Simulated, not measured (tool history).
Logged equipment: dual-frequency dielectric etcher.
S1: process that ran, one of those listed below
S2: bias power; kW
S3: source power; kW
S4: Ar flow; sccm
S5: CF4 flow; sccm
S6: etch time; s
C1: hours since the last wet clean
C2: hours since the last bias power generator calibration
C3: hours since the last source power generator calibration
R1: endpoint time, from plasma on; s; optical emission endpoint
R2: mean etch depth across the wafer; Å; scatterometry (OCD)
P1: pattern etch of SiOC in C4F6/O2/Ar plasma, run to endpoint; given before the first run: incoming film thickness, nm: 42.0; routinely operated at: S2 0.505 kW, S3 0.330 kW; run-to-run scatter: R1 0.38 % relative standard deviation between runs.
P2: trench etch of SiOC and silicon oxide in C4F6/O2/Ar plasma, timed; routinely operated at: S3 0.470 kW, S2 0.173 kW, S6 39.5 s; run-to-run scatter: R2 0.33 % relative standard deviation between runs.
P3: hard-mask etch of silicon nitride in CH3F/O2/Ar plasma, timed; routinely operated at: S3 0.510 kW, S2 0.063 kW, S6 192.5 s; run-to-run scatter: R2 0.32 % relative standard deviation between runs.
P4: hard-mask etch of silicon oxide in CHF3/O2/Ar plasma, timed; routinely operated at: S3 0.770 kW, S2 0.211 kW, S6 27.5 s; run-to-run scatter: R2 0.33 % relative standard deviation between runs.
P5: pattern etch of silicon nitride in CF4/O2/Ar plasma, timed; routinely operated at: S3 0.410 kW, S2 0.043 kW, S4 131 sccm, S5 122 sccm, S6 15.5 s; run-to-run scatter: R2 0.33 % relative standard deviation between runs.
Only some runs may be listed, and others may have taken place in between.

| run | hour | S1 | S2 | S3 | S4 | S5 | S6 | C1 | C2 | C3 | R1 | R2 |
|---|---|---|---|---|---|---|---|---|---|---|---|---|
| 1 | 14.7 | P1 | 0.505 | 0.330 |  |  |  | 224.0 | 1071.2 | 3423.9 | 14.923 |  |
| 2 | 23.7 | P1 | 0.588 | 0.450 |  |  |  | 233.0 | 1080.2 | 3432.9 | 12.597 |  |
| 3 | 33.0 | P1 | 0.376 | 0.240 |  |  |  | 242.3 | 1089.5 | 3442.2 | 18.783 |  |
| 4 | 41.8 | P1 | 0.505 | 0.330 |  |  |  | 251.1 | 1098.3 | 3451.0 | 14.987 |  |
| 5 | 48.7 | P1 | 0.505 | 0.330 |  |  |  | 258.0 | 1105.2 | 3457.9 | 14.925 |  |
| 6 | 63.6 | P5 | 0.043 | 0.560 | 131 | 122 | 15.5 | 272.9 | 1120.1 | 3472.8 |  | 305.83 |
| 7 | 75.7 | P3 | 0.063 | 0.660 |  |  | 192.5 | 285.0 | 1132.2 | 3484.9 |  | 1610.60 |
| 8 | 88.5 | P2 | 0.173 | 0.470 |  |  | 39.5 | 297.8 | 1145.0 | 3497.7 |  | 825.07 |
| 9 | 102.2 | P4 | 0.211 | 0.770 |  |  | 27.5 | 311.5 | 1158.7 | 3511.4 |  | 654.94 |
| 10 | 110.3 | P3 | 0.063 | 0.510 |  |  | 192.5 | 319.6 | 1166.8 | 3519.5 |  | 1457.00 |
| 11 | 121.0 | P5 | 0.043 | 0.410 | 131 | 122 | 19.5 | 330.3 | 1177.5 | 3530.2 |  | 296.08 |
| 12 | 130.9 | P3 | 0.063 | 0.510 |  |  | 192.5 | 340.2 | 1187.4 | 3540.1 |  | 1451.20 |
| 13 | 142.3 | P1 | 0.651 | 0.330 |  |  |  | 351.6 | 1198.8 | 3551.5 | 13.577 |  |
| 14 | 150.1 | P5 | 0.043 | 0.410 | 164 | 122 | 15.5 | 359.4 | 1206.6 | 3559.3 |  | 227.90 |
| 15 | 163.9 | P1 | 0.505 | 0.330 |  |  |  | 373.2 | 1220.4 | 3573.1 | 14.962 |  |
| 16 | 177.4 | P5 | 0.043 | 0.410 | 131 | 93 | 15.5 | 386.7 | 1233.9 | 3586.6 |  | 225.29 |
| 17 | 188.4 | P1 | 0.505 | 0.330 |  |  |  | 397.7 | 1244.9 | 3597.6 | 14.988 |  |
| 18 | 195.4 | P5 | 0.043 | 0.410 | 131 | 122 | 15.5 | 404.7 | 1251.9 | 3604.6 |  | 234.98 |
| 19 | 202.3 | P1 | 0.505 | 0.410 |  |  |  | 411.6 | 1258.8 | 3611.5 | 13.840 |  |
| 20 | 217.5 | P5 | 0.043 | 0.410 | 131 | 122 | 15.5 | 426.8 | 1274.0 | 3626.7 |  | 234.57 |
| 21 | 231.5 | P2 | 0.173 | 0.580 |  |  | 39.5 | 440.8 | 1288.0 | 3640.7 |  | 896.08 |
| 22 | 246.2 | P1 | 0.505 | 0.330 |  |  |  | 455.5 | 1302.7 | 3655.4 | 15.046 |  |
| 23 | 259.7 | P1 | 0.505 | 0.240 |  |  |  | 469.0 | 1316.2 | 3668.9 | 16.829 |  |
| 24 | 272.3 | P3 | 0.063 | 0.510 |  |  | 144.5 | 481.6 | 1328.8 | 3681.5 |  | 1090.60 |
| 25 | 281.4 | P2 | 0.173 | 0.470 |  |  | 28.0 | 490.7 | 1337.9 | 3690.6 |  | 585.39 |
| 26 | 290.6 | P4 | 0.166 | 0.770 |  |  | 27.5 | 499.9 | 1347.1 | 3699.8 |  | 603.69 |
| 27 | 297.6 | P1 | 0.390 | 0.330 |  |  |  | 506.9 | 1354.1 | 3706.8 | 16.484 |  |
| 28 | 305.9 | P1 | 0.670 | 0.250 |  |  |  | 515.2 | 1362.4 | 3715.1 | 14.891 |  |
| 29 | 320.0 | P3 | 0.084 | 0.510 |  |  | 192.5 | 529.3 | 1376.5 | 3729.2 |  | 1596.80 |
| 30 | 330.3 | P4 | 0.211 | 0.770 |  |  | 27.5 | 539.6 | 1386.8 | 3739.5 |  | 655.87 |
| 31 | 340.0 | P4 | 0.211 | 0.770 |  |  | 18.0 | 549.3 | 1396.5 | 3749.2 |  | 429.29 |
| 32 | 349.8 | P2 | 0.237 | 0.470 |  |  | 39.5 | 559.1 | 1406.3 | 3759.0 |  | 915.50 |
| 33 | 356.8 | P4 | 0.211 | 1.060 |  |  | 27.5 | 566.1 | 1413.3 | 3766.0 |  | 738.35 |
| 34 | 371.2 | P5 | 0.057 | 0.410 | 131 | 122 | 15.5 | 580.5 | 1427.7 | 3780.4 |  | 259.76 |
| 35 | 383.7 | P1 | 0.505 | 0.330 |  |  |  | 593.0 | 1440.2 | 3792.9 | 14.927 |  |
| 36 | 394.6 | P1 | 0.505 | 0.330 |  |  |  | 603.9 | 1451.1 | 3803.8 | 15.017 |  |
| 37 | 402.8 | P1 | 0.505 | 0.330 |  |  |  | 612.1 | 1459.3 | 3812.0 | 15.224 |  |
| 38 | 415.3 | P1 | 0.505 | 0.330 |  |  |  | 624.6 | 1471.8 | 3824.5 | 15.232 |  |
| 39 | 426.2 | P1 | 0.505 | 0.330 |  |  |  | 635.5 | 1482.7 | 3835.4 | 15.286 |  |
|  | 434.9 | wet clean of the chamber |
| 40 | 440.3 | P1 | 0.505 | 0.330 |  |  |  | 5.5 | 1496.8 | 3849.5 | 15.243 |  |
| 41 | 452.3 | P1 | 0.505 | 0.330 |  |  |  | 17.5 | 1508.8 | 3861.5 | 15.345 |  |
| 42 | 463.3 | P1 | 0.505 | 0.330 |  |  |  | 28.5 | 1519.8 | 3872.5 | 15.235 |  |

The log shows P1 creeping away from where it was. Any of the 2 causes listed here, at the size stated for it, fits the log just as well as the others:
A: source power that arrives under what is set, % = 5
B: bias power that arrives under what is set, % = 4.88
The creep began at about hour 383.7.
Ruled out, with reasons:
chamber walls in a state that lowers the etch rate, %: was serviced at hour 434.9, once the creep was under way, yet the earlier output never came back

Below are 4 check runs, each on a single wafer, with their results shown as question marks. Which of them would tell the listed causes apart, meaning the causes would give clearly different results under it?
| check 1 | 474.3 | P5 | 0.043 | 0.410 | 131 | 122 | 15.5 |  |  |  |  | ? |
| check 2 | 474.3 | P2 | 0.173 | 0.470 |  |  | 39.5 |  |  |  |  | ? |
| check 3 | 474.3 | P3 | 0.063 | 0.510 |  |  | 192.5 |  |  |  |  | ? |
| check 4 | 474.3 | P4 | 0.211 | 0.770 |  |  | 27.5 |  |  |  |  | ? |

Expected result of each check under each candidate cause:
| check | result | if A | if B |
|---|---|---|---|
| check 1 | R2 | 223.70 | 229.65 |
| check 2 | R2 | 810.25 | 814.03 |
| check 3 | R2 | 1429.30 | 1434.40 |
| check 4 | R2 | 642.91 | 644.55 |
How far apart the two closest causes lie, in the result that separates them most: check 1 2.63 %; check 2 0.47 %; check 3 0.35 %; check 4 0.25 %
The other checks would show nearly matching results whichever cause is true, so check 1 is the only one that separates the causes.

Check 1 was carried out, with these results: R2 229.26 Å. Which of the listed causes is responsible?

It was cause B: bias power that arrives under what is set, %.
